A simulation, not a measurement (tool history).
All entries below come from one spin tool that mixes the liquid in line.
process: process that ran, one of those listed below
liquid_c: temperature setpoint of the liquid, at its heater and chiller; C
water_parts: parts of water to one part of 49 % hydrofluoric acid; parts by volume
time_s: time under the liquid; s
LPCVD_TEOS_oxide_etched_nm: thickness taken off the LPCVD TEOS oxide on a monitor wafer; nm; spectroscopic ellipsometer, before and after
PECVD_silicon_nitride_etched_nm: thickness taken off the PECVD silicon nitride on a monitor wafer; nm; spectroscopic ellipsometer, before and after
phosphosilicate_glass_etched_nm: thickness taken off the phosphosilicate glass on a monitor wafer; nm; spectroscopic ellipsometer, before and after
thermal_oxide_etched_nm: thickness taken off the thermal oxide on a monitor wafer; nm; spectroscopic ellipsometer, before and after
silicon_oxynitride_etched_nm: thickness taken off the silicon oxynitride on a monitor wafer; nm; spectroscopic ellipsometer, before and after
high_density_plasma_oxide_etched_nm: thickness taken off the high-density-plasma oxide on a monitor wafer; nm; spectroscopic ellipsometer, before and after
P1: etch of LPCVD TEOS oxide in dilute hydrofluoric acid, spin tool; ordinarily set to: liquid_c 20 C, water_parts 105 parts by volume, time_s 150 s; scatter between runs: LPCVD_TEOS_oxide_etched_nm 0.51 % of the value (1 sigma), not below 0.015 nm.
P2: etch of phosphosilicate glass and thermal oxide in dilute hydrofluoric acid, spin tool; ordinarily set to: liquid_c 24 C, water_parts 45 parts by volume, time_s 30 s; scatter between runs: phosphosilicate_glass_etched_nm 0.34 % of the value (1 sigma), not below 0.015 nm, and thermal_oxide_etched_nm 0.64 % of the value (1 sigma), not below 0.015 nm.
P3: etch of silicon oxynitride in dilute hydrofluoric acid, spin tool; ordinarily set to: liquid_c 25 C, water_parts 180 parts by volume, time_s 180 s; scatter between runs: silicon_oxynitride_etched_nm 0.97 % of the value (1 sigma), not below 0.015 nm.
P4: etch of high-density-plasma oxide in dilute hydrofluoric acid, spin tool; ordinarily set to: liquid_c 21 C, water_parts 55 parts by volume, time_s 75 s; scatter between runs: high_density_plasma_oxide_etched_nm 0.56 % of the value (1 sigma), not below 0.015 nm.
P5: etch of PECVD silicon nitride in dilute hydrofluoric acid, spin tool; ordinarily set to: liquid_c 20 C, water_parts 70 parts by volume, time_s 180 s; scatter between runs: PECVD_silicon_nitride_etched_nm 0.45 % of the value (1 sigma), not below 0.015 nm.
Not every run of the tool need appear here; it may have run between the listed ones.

| run | hour | process | liquid_c | water_parts | time_s | LPCVD_TEOS_oxide_etched_nm | PECVD_silicon_nitride_etched_nm | phosphosilicate_glass_etched_nm | thermal_oxide_etched_nm | silicon_oxynitride_etched_nm | high_density_plasma_oxide_etched_nm |
|---|---|---|---|---|---|---|---|---|---|---|---|
| 1 | 13.6 | P1 | 20 | 105 | 150 | 34.89 |  |  |  |  |  |
| 2 | 23.9 | P1 | 20 | 105 | 85 | 19.814 |  |  |  |  |  |
| 3 | 32.8 | P1 | 20 | 105 | 150 | 34.891 |  |  |  |  |  |
| 4 | 40 | P5 | 20 | 105 | 180 |  | 4.0281 |  |  |  |  |
| 5 | 52.1 | P1 | 20 | 105 | 150 | 35.065 |  |  |  |  |  |
| 6 | 60 | P1 | 20 | 50 | 60 | 31.459 |  |  |  |  |  |
| 7 | 68 | P2 | 24 | 45 | 60 |  |  | 125.83 | 6.9052 |  |  |
| 8 | 77.2 | P1 | 20 | 105 | 260 | 60.335 |  |  |  |  |  |
| 9 | 88.9 | P2 | 24 | 25 | 30 |  |  | 115.12 | 6.3426 |  |  |
| 10 | 100.6 | P3 | 25 | 180 | 180 |  |  |  |  | 2.7635 |  |
| 11 | 112.7 | P5 | 20 | 70 | 180 |  | 5.9719 |  |  |  |  |
| 12 | 128.4 | P4 | 21 | 55 | 75 |  |  |  |  |  | 6.5372 |
| 13 | 143.6 | P4 | 21 | 85 | 75 |  |  |  |  |  | 4.1093 |
| 14 | 159.6 | P4 | 21 | 55 | 130 |  |  |  |  |  | 11.568 |
| 15 | 168.7 | P1 | 28 | 105 | 150 | 48.2 |  |  |  |  |  |
| 16 | 184.7 | P1 | 17 | 105 | 150 | 30.674 |  |  |  |  |  |
| 17 | 198.5 | P1 | 20 | 40 | 225 | 148.57 |  |  |  |  |  |
| 18 | 213.2 | P1 | 20 | 40 | 280 | 186.99 |  |  |  |  |  |
| 19 | 220.2 | P5 | 20 | 70 | 180 |  | 5.9805 |  |  |  |  |
| 20 | 234.2 | P2 | 24 | 45 | 30 |  |  | 62.813 | 3.4641 |  |  |
| 21 | 248.4 | P3 | 25 | 60 | 180 |  |  |  |  | 9.0678 |  |
| 22 | 262.7 | P4 | 26.5 | 55 | 75 |  |  |  |  |  | 8.2505 |
| 23 | 271.2 | P3 | 29.5 | 180 | 180 |  |  |  |  | 3.3478 |  |
| 24 | 284.8 | P1 | 20 | 105 | 150 | 34.871 |  |  |  |  |  |

Run 25 has not been measured yet. What should we expect?
| 25 | 292.5 | P3 | 25 | 180 | 345 |  |  |  |  | ? |  |

{"run 25": {"silicon_oxynitride_etched_nm": 5.2875}}
